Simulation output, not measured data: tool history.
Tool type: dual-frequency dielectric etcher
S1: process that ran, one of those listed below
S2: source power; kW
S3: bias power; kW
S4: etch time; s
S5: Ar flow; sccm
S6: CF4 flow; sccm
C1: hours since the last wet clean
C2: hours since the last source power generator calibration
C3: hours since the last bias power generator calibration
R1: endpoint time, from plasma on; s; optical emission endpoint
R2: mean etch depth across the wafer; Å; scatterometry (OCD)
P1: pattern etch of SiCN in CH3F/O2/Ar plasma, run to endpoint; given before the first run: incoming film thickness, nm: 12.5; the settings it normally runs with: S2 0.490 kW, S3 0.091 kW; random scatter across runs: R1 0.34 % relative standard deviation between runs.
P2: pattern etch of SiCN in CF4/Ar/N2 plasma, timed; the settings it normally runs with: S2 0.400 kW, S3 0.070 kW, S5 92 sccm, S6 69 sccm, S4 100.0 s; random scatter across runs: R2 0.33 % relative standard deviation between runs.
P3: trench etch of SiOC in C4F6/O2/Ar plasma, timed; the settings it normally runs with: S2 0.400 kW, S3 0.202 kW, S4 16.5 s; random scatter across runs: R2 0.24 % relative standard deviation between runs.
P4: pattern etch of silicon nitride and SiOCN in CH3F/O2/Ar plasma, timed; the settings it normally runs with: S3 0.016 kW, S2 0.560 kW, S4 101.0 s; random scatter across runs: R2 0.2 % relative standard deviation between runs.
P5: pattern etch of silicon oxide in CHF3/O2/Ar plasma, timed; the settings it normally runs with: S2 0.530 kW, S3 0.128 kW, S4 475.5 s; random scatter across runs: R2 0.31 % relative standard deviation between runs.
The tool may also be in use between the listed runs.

| run | hour | S1 | S2 | S3 | S4 | S5 | S6 | C1 | C2 | C3 | R1 | R2 |
|---|---|---|---|---|---|---|---|---|---|---|---|---|
| 1 | 13.1 | P1 | 0.490 | 0.091 |  |  |  | 227.6 | 562.7 | 581.4 | 28.587 |  |
| 2 | 22.1 | P5 | 0.640 | 0.128 | 475.5 |  |  | 236.6 | 571.7 | 590.4 |  | 8745.70 |
| 3 | 34.0 | P1 | 0.310 | 0.091 |  |  |  | 248.5 | 583.6 | 602.3 | 33.809 |  |
| 4 | 43.9 | P4 | 0.560 | 0.022 | 101.0 |  |  | 258.4 | 593.5 | 612.2 |  | 160.11 |
| 5 | 59.1 | P2 | 0.400 | 0.070 | 100.0 | 92 | 49 | 273.6 | 608.7 | 627.4 |  | 749.51 |
| 6 | 77.6 | P5 | 0.530 | 0.128 | 308.0 |  |  | 292.1 | 627.2 | 645.9 |  | 5287.10 |
| 7 | 88.1 | P5 | 0.530 | 0.128 | 475.5 |  |  | 302.6 | 637.7 | 656.4 |  | 8078.10 |
| 8 | 105.7 | P2 | 0.400 | 0.070 | 121.5 | 92 | 69 | 320.2 | 655.3 | 674.0 |  | 964.41 |
| 9 | 122.3 | P4 | 0.560 | 0.016 | 101.0 |  |  | 336.8 | 671.9 | 690.6 |  | 140.86 |
| 10 | 130.7 | P4 | 0.330 | 0.016 | 101.0 |  |  | 345.2 | 680.3 | 699.0 |  | 117.02 |
| 11 | 148.9 | P1 | 0.370 | 0.117 |  |  |  | 363.4 | 698.5 | 717.2 | 28.983 |  |
| 12 | 161.6 | P4 | 0.560 | 0.016 | 78.5 |  |  | 376.1 | 711.2 | 729.9 |  | 109.53 |
| 13 | 175.6 | P1 | 0.390 | 0.113 |  |  |  | 390.1 | 725.2 | 743.9 | 28.728 |  |
| 14 | 191.4 | P2 | 0.320 | 0.070 | 100.0 | 92 | 69 | 405.9 | 741.0 | 759.7 |  | 652.52 |
| 15 | 205.6 | P3 | 0.400 | 0.202 | 22.0 |  |  | 420.1 | 755.2 | 773.9 |  | 472.08 |
| 16 | 217.7 | P5 | 0.530 | 0.097 | 475.5 |  |  | 432.2 | 767.3 | 786.0 |  | 7402.30 |
| 17 | 235.9 | P1 | 0.490 | 0.063 |  |  |  | 450.4 | 785.5 | 804.2 | 32.502 |  |
| 18 | 247.5 | P1 | 0.490 | 0.091 |  |  |  | 462.0 | 797.1 | 815.8 | 28.686 |  |
| 19 | 264.0 | P1 | 0.490 | 0.091 |  |  |  | 478.5 | 813.6 | 832.3 | 28.543 |  |
| 20 | 280.6 | P3 | 0.400 | 0.202 | 16.5 |  |  | 495.1 | 830.2 | 848.9 |  | 354.01 |
| 21 | 298.5 | P1 | 0.490 | 0.091 |  |  |  | 513.0 | 848.1 | 866.8 | 28.576 |  |
| 22 | 314.2 | P1 | 0.400 | 0.107 |  |  |  | 528.7 | 863.8 | 882.5 | 28.990 |  |
|  | 317.8 | wet clean of the chamber |
| 23 | 331.0 | P2 | 0.400 | 0.070 | 100.0 | 92 | 69 | 13.3 | 880.6 | 899.3 |  | 792.72 |
| 24 | 349.6 | P2 | 0.400 | 0.070 | 100.0 | 56 | 69 | 31.9 | 899.2 | 917.9 |  | 846.67 |
| 25 | 366.1 | P3 | 0.400 | 0.150 | 16.5 |  |  | 48.4 | 915.7 | 934.4 |  | 322.42 |
| 26 | 376.8 | P1 | 0.650 | 0.091 |  |  |  | 59.1 | 926.4 | 945.1 | 25.585 |  |
| 27 | 394.9 | P5 | 0.530 | 0.128 | 475.5 |  |  | 77.2 | 944.5 | 963.2 |  | 8123.90 |
| 28 | 414.0 | P2 | 0.400 | 0.048 | 100.0 | 92 | 69 | 96.3 | 963.6 | 982.3 |  | 703.57 |
| 29 | 429.3 | P1 | 0.490 | 0.091 |  |  |  | 111.6 | 978.9 | 997.6 | 28.530 |  |
| 30 | 439.0 | P1 | 0.490 | 0.121 |  |  |  | 121.3 | 988.6 | 1007.3 | 25.583 |  |
| 31 | 448.0 | P3 | 0.490 | 0.202 | 16.5 |  |  | 130.3 | 997.6 | 1016.3 |  | 382.37 |
| 32 | 461.9 | P1 | 0.490 | 0.091 |  |  |  | 144.2 | 1011.5 | 1030.2 | 28.707 |  |
| 33 | 474.6 | P1 | 0.490 | 0.091 |  |  |  | 156.9 | 1024.2 | 1042.9 | 28.462 |  |
| 34 | 491.9 | P1 | 0.490 | 0.091 |  |  |  | 174.2 | 1041.5 | 1060.2 | 28.901 |  |
| 35 | 504.6 | P1 | 0.490 | 0.091 |  |  |  | 186.9 | 1054.2 | 1072.9 | 28.852 |  |
|  | 520.2 | wet clean of the chamber |
| 36 | 523.2 | P1 | 0.490 | 0.091 |  |  |  | 3.1 | 1072.8 | 1091.5 | 29.010 |  |
| 37 | 534.7 | P1 | 0.490 | 0.091 |  |  |  | 14.6 | 1084.3 | 1103.0 | 29.060 |  |
| 38 | 552.4 | P1 | 0.490 | 0.091 |  |  |  | 32.3 | 1102.0 | 1120.7 | 29.055 |  |
| 39 | 564.6 | P1 | 0.490 | 0.091 |  |  |  | 44.5 | 1114.2 | 1132.9 | 28.977 |  |

P1 has crept away from where it was. The log is fitted equally well by each of these 2 causes, at the sizes shown:
A: bias power that arrives under what is set, % = 4.62
B: source power that arrives under what is set, % = 4.52
The drift started at roughly hour 474.6.
All other causes, with the reason each is excluded:
chamber walls in a state that lowers the etch rate, %: its service at hour 520.2 followed the start of the drift and did not put the process back to its old value

The check runs listed below each take one wafer, and their results are still question marks. Under which run would the listed causes lead to clearly different results?
| check 1 | 576.8 | P4 | 0.560 | 0.016 | 101.0 |  |  |  |  |  |  | ? |
| check 2 | 576.8 | P2 | 0.400 | 0.070 | 100.0 | 92 | 69 |  |  |  |  | ? |
| check 3 | 576.8 | P5 | 0.530 | 0.128 | 475.5 |  |  |  |  |  |  | ? |
| check 4 | 576.8 | P3 | 0.400 | 0.202 | 16.5 |  |  |  |  |  |  | ? |

Check results expected under each cause:
| check | result | if A | if B |
|---|---|---|---|
| check 1 | R2 | 138.36 | 138.64 |
| check 2 | R2 | 781.96 | 763.06 |
| check 3 | R2 | 8006.90 | 7981.50 |
| check 4 | R2 | 348.41 | 347.51 |
Gap, in per cent, between the two causes that each check separates least, read from the result that separates them most: check 1 0.2 %; check 2 2.45 %; check 3 0.32 %; check 4 0.26 %
Only in check 2 would the causes give clearly different results; in the remaining checks their results would be nearly the same.

Here is what check 2 returned: R2 757.97 Å. Which cause is it?

Of the candidate causes, it is B: source power that arrives under what is set, %.

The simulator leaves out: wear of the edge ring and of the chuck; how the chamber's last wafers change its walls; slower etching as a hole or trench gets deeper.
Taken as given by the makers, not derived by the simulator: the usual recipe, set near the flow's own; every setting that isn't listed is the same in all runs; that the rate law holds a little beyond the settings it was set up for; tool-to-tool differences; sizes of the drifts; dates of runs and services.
